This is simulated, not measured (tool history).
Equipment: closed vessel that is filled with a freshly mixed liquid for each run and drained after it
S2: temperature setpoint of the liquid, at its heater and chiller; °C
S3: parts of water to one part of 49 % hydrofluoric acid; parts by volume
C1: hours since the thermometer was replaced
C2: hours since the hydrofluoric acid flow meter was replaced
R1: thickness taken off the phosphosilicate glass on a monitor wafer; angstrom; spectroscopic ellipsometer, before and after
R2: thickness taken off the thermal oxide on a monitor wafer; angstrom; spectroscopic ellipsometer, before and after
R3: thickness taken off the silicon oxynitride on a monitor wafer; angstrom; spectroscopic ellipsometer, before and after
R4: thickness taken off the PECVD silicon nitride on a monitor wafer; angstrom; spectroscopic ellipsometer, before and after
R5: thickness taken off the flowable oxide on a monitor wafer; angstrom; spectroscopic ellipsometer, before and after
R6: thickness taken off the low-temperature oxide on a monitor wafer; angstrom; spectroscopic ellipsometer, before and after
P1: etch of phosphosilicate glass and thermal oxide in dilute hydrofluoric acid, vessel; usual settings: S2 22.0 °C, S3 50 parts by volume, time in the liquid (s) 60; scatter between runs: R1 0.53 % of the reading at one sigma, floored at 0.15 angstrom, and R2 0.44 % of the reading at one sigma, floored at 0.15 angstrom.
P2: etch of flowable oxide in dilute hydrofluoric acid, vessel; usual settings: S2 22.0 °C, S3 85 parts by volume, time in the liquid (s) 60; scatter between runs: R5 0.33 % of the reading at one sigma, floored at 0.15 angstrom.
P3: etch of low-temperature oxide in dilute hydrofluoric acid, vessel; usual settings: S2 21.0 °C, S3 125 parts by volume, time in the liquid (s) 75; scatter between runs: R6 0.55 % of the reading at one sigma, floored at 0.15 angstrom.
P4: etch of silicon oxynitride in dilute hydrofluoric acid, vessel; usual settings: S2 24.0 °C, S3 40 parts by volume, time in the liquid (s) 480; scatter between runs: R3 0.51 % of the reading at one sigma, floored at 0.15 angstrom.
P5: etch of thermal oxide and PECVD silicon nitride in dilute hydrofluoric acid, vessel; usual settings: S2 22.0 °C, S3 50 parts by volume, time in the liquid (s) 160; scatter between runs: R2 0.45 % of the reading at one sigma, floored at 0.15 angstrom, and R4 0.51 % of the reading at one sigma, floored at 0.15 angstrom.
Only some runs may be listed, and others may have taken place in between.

run 1 hour=7.6 | process_that_ran=P1 S2=22.0 S3=50 time_in_the_liquid_(s)=60 | C1=203.7 C2=636.7 | R1=714.08 R2=56.653
run 2 hour=15.3 | process_that_ran=P4 S2=24.0 S3=40 time_in_the_liquid_(s)=895 | C1=211.4 C2=644.4 | R3=675.78
run 3 hour=24.4 | process_that_ran=P1 S2=22.0 S3=75 time_in_the_liquid_(s)=60 | C1=220.5 C2=653.5 | R1=463.40 R2=36.578
run 4 hour=31.2 | process_that_ran=P1 S2=26.5 S3=50 time_in_the_liquid_(s)=60 | C1=227.3 C2=660.3 | R1=848.37 R2=67.480
run 5 hour=42.7 | process_that_ran=P5 S2=22.0 S3=20 time_in_the_liquid_(s)=160 | C1=238.8 C2=671.8 | R2=378.050 R4=289.970
run 6 hour=47.9 | process_that_ran=P2 S2=22.0 S3=85 time_in_the_liquid_(s)=60 | C1=244.0 C2=677.0 | R5=133.69
run 7 hour=56.7 | process_that_ran=P1 S2=18.5 S3=50 time_in_the_liquid_(s)=30 | C1=252.8 C2=685.8 | R1=312.34 R2=24.037
run 8 hour=64.9 | process_that_ran=P3 S2=21.0 S3=180 time_in_the_liquid_(s)=75 | C1=261.0 C2=694.0 | R6=56.567
run 9 hour=76.2 | process_that_ran=P1 S2=22.0 S3=50 time_in_the_liquid_(s)=60 | C1=272.3 C2=705.3 | R1=715.12 R2=55.985
run 10 hour=86.7 | process_that_ran=P1 S2=22.0 S3=20 time_in_the_liquid_(s)=60 | C1=282.8 C2=715.8 | R1=1874.70 R2=146.000
run 11 hour=94.9 | process_that_ran=P2 S2=18.0 S3=85 time_in_the_liquid_(s)=60 | C1=291.0 C2=724.0 | R5=113.96
run 12 hour=102.0 | process_that_ran=P3 S2=21.0 S3=125 time_in_the_liquid_(s)=75 | C1=298.1 C2=731.1 | R6=86.386
run 13 hour=108.4 | process_that_ran=P1 S2=22.0 S3=80 time_in_the_liquid_(s)=105 | C1=304.5 C2=737.5 | R1=754.86 R2=59.055
run 14 hour=118.8 | process_that_ran=P1 S2=22.0 S3=50 time_in_the_liquid_(s)=60 | C1=314.9 C2=747.9 | R1=719.44 R2=56.563
run 15 hour=129.1 | process_that_ran=P2 S2=22.0 S3=135 time_in_the_liquid_(s)=60 | C1=325.2 C2=758.2 | R5=79.44
run 16 hour=139.4 | process_that_ran=P1 S2=22.0 S3=50 time_in_the_liquid_(s)=60 | C1=335.5 C2=768.5 | R1=710.37 R2=56.342
run 17 hour=149.9 | process_that_ran=P5 S2=22.0 S3=50 time_in_the_liquid_(s)=300 | C1=346.0 C2=779.0 | R2=270.940 R4=225.640
run 18 hour=160.5 | process_that_ran=P2 S2=22.0 S3=85 time_in_the_liquid_(s)=110 | C1=356.6 C2=789.6 | R5=246.07
run 19 hour=170.0 | process_that_ran=P4 S2=24.0 S3=40 time_in_the_liquid_(s)=480 | C1=366.1 C2=799.1 | R3=360.76
run 20 hour=176.5 | process_that_ran=P1 S2=22.0 S3=50 time_in_the_liquid_(s)=30 | C1=372.6 C2=805.6 | R1=354.09 R2=28.378
run 21 hour=183.2 | process_that_ran=P2 S2=22.0 S3=85 time_in_the_liquid_(s)=60 | C1=379.3 C2=812.3 | R5=134.40
run 22 hour=188.6 | process_that_ran=P3 S2=26.0 S3=125 time_in_the_liquid_(s)=75 | C1=384.7 C2=817.7 | R6=104.820
run 23 hour=198.3 | process_that_ran=P1 S2=17.0 S3=50 time_in_the_liquid_(s)=60 | C1=394.4 C2=827.4 | R1=577.29 R2=45.375
run 24 hour=204.1 | process_that_ran=P1 S2=22.0 S3=80 time_in_the_liquid_(s)=85 | C1=400.2 C2=833.2 | R1=614.67 R2=48.328
run 25 hour=215.0 | process_that_ran=P5 S2=17.0 S3=50 time_in_the_liquid_(s)=160 | C1=411.1 C2=844.1 | R2=117.270 R4=84.807
run 26 hour=221.9 | process_that_ran=P5 S2=22.0 S3=50 time_in_the_liquid_(s)=160 | C1=418.0 C2=851.0 | R2=146.530 R4=120.590
run 27 hour=231.4 | process_that_ran=P4 S2=24.0 S3=20 time_in_the_liquid_(s)=480 | C1=427.5 C2=860.5 | R3=729.93
run 28 hour=239.6 | process_that_ran=P3 S2=21.0 S3=125 time_in_the_liquid_(s)=75 | C1=435.7 C2=868.7 | R6=87.115
run 29 hour=249.1 | process_that_ran=P3 S2=21.0 S3=125 time_in_the_liquid_(s)=110 | C1=445.2 C2=878.2 | R6=126.660
run 30 hour=256.0 | process_that_ran=P4 S2=31.5 S3=40 time_in_the_liquid_(s)=480 | C1=452.1 C2=885.1 | R3=517.80
run 31 hour=265.7 | process_that_ran=P1 S2=22.0 S3=50 time_in_the_liquid_(s)=105 | C1=461.8 C2=894.8 | R1=1247.70 R2=97.860
run 32 hour=274.3 | process_that_ran=P1 S2=22.0 S3=50 time_in_the_liquid_(s)=60 | C1=470.4 C2=903.4 | R1=720.93 R2=56.147
run 33 hour=285.2 | process_that_ran=P4 S2=24.0 S3=40 time_in_the_liquid_(s)=480 | C1=481.3 C2=914.3 | R3=359.52
run 34 hour=296.1 | process_that_ran=P5 S2=22.0 S3=50 time_in_the_liquid_(s)=160 | C1=492.2 C2=925.2 | R2=144.820 R4=120.820
run 35 hour=306.0 | process_that_ran=P1 S2=22.0 S3=50 time_in_the_liquid_(s)=60 | C1=502.1 C2=935.1 | R1=715.16 R2=56.318
run 36 hour=311.9 | process_that_ran=P1 S2=22.0 S3=50 time_in_the_liquid_(s)=60 | C1=508.0 C2=941.0 | R1=715.54 R2=56.105
run 37 hour=318.3 | process_that_ran=P1 S2=22.0 S3=50 time_in_the_liquid_(s)=60 | C1=514.4 C2=947.4 | R1=734.21 R2=57.577
run 38 hour=329.5 | process_that_ran=P1 S2=22.0 S3=50 time_in_the_liquid_(s)=60 | C1=525.6 C2=958.6 | R1=748.67 R2=59.455
run 39 hour=337.5 | process_that_ran=P1 S2=22.0 S3=50 time_in_the_liquid_(s)=60 | C1=533.6 C2=966.6 | R1=760.28 R2=59.536
run 40 hour=347.7 | process_that_ran=P1 S2=22.0 S3=50 time_in_the_liquid_(s)=60 | C1=543.8 C2=976.8 | R1=768.58 R2=60.028
run 41 hour=356.8 | process_that_ran=P1 S2=22.0 S3=50 time_in_the_liquid_(s)=60 | C1=552.9 C2=985.9 | R1=761.80 R2=60.265
run 42 hour=366.2 | process_that_ran=P1 S2=22.0 S3=50 time_in_the_liquid_(s)=60 | C1=562.3 C2=995.3 | R1=769.01 R2=60.763
run 43 hour=373.6 | process_that_ran=P1 S2=22.0 S3=50 time_in_the_liquid_(s)=60 | C1=569.7 C2=1002.7 | R1=764.35 R2=60.703
run 44 hour=380.7 | process_that_ran=P1 S2=22.0 S3=50 time_in_the_liquid_(s)=60 | C1=576.8 C2=1009.8 | R1=768.74 R2=60.343

Something has made what P1 gives creep away from where it was; the 2 causes below, each at its own stated size, fit the log equally well:
A: liquid hotter than its thermometer reads (K) = 1.73
B: hydrofluoric acid flow above the setpoint (%) = 6.99
Creep in the process output first set in at about hour 311.9.

4 check runs are offered, one wafer each, their results left as question marks. Which one tells the causes apart?
run check 1 hour=387.8 | process_that_ran=P5 S2=17.0 S3=50 time_in_the_liquid_(s)=160 | R2=? R4=?
run check 2 hour=387.8 | process_that_ran=P4 S2=30.5 S3=40 time_in_the_liquid_(s)=835 | R3=?
run check 3 hour=387.8 | process_that_ran=P3 S2=24.0 S3=125 time_in_the_liquid_(s)=75 | R6=?
run check 4 hour=387.8 | process_that_ran=P2 S2=22.0 S3=125 time_in_the_liquid_(s)=60 | R5=?

Expected result of each check under each candidate cause:
check=check_1 result=R2 if_A=126.080 if_B=125.650
check=check_1 result=R4 if_A=95.443 if_B=90.184
check=check_2 result=R3 if_A=930.86 if_B=921.29
check=check_3 result=R6 if_A=104.100 if_B=105.200
check=check_4 result=R5 if_A=93.108 if_B=93.933
Smallest distance between any two causes, each pair judged by its most separating result, in per cent: check 1 5.67 %; check 2 1.03 %; check 3 1.06 %; check 4 0.88 %
Check 1 tells the causes apart: in the others they would give nearly the same result.

With check 1 done, the readings were: R2 126.640 angstrom; R4 95.277 angstrom. Identify which of the listed causes applies.

It was cause A: liquid hotter than its thermometer reads (K).
